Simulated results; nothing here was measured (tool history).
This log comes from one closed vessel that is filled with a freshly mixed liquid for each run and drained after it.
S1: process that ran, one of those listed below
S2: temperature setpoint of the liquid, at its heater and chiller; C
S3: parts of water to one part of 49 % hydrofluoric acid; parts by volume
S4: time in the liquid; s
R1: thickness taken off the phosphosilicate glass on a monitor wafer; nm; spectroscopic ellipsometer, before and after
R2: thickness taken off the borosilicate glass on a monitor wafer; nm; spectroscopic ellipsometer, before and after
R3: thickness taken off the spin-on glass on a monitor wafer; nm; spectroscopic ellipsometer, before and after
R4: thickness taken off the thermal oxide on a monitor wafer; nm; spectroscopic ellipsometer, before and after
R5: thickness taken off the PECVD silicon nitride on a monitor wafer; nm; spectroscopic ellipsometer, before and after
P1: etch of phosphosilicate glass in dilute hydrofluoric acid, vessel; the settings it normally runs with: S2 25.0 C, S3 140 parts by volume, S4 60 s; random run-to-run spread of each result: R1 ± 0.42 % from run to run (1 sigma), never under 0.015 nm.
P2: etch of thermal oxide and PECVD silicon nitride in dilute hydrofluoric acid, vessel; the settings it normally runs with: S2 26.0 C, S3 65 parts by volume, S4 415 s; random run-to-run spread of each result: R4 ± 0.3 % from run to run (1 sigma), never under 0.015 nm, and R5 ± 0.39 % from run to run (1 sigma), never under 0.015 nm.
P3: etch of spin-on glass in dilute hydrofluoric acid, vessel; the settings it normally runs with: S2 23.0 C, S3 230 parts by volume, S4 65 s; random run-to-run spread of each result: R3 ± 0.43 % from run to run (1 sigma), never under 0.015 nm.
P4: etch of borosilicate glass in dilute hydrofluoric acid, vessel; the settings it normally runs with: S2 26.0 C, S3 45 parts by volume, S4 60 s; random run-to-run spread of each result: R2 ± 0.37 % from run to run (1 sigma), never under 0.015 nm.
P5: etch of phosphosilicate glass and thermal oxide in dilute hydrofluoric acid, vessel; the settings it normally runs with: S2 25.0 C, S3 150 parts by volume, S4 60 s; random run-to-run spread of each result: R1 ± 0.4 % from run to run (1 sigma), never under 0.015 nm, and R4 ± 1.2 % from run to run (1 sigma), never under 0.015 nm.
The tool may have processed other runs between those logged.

run	hour	S1	S2	S3	S4	R1	R2	R3	R4	R5
1	4.6	P1	25.0	140	60	51.395				
2	8.7	P4	33.5	45	60		95.713			
3	13.3	P1	25.0	140	60	51.414				
4	15.8	P1	25.0	55	60	147.430				
5	18.2	P1	25.0	140	60	51.756				
6	23.5	P3	23.0	230	30			3.1578		
7	28.4	P1	25.0	140	30	25.991				
8	31.7	P1	25.0	140	95	81.320				
9	36.2	P3	23.0	230	65			6.8398		
10	38.8	P5	25.0	150	60	62.217			1.7540	
11	42.5	P2	26.0	65	30				2.5637	2.9884
12	45.9	P3	23.0	65	65			29.3440		
13	48.9	P3	29.0	230	65			8.4800		
14	53.4	P5	25.0	35	60	307.910			8.6512	
15	57.1	P3	23.0	230	65			6.9278		
16	61.8	P2	26.0	65	415				35.0070	41.6000
17	64.4	P1	25.0	140	60	51.670				
18	67.9	P1	25.0	70	30	56.532				
# hour 72.1: thermometer replaced
19	72.7	P5	29.0	150	60	71.903			2.0483	
20	75.8	P4	26.0	45	30		35.299			
21	78.3	P2	26.0	95	415				23.2640	28.6600
22	82.5	P4	26.0	45	60		71.447			
23	87.3	P4	26.0	20	60		166.160			
24	91.0	P1	20.0	60	60	109.660				
25	95.9	P2	26.0	65	415				35.3710	41.7010
26	100.7	P1	25.0	140	60	51.448				
27	103.6	P2	18.5	65	415				25.9890	24.9940
28	106.0	P1	33.0	140	60	69.976				
29	109.9	P1	20.0	140	60	42.285				
30	113.2	P5	25.0	150	95	98.203			2.8422	
31	116.0	P1	25.0	255	60	25.175				
32	120.2	P1	25.0	140	60	51.957				
33	122.5	P1	25.0	140	60	52.462				
34	126.8	P1	25.0	140	60	53.531				
35	132.2	P1	25.0	140	60	54.009				
36	135.7	P1	25.0	140	60	54.252				

Predict the results of run 37:
37	138.7	P1	25.0	140	60	?				

For run 37 the tool returned R1 54.712 nm.
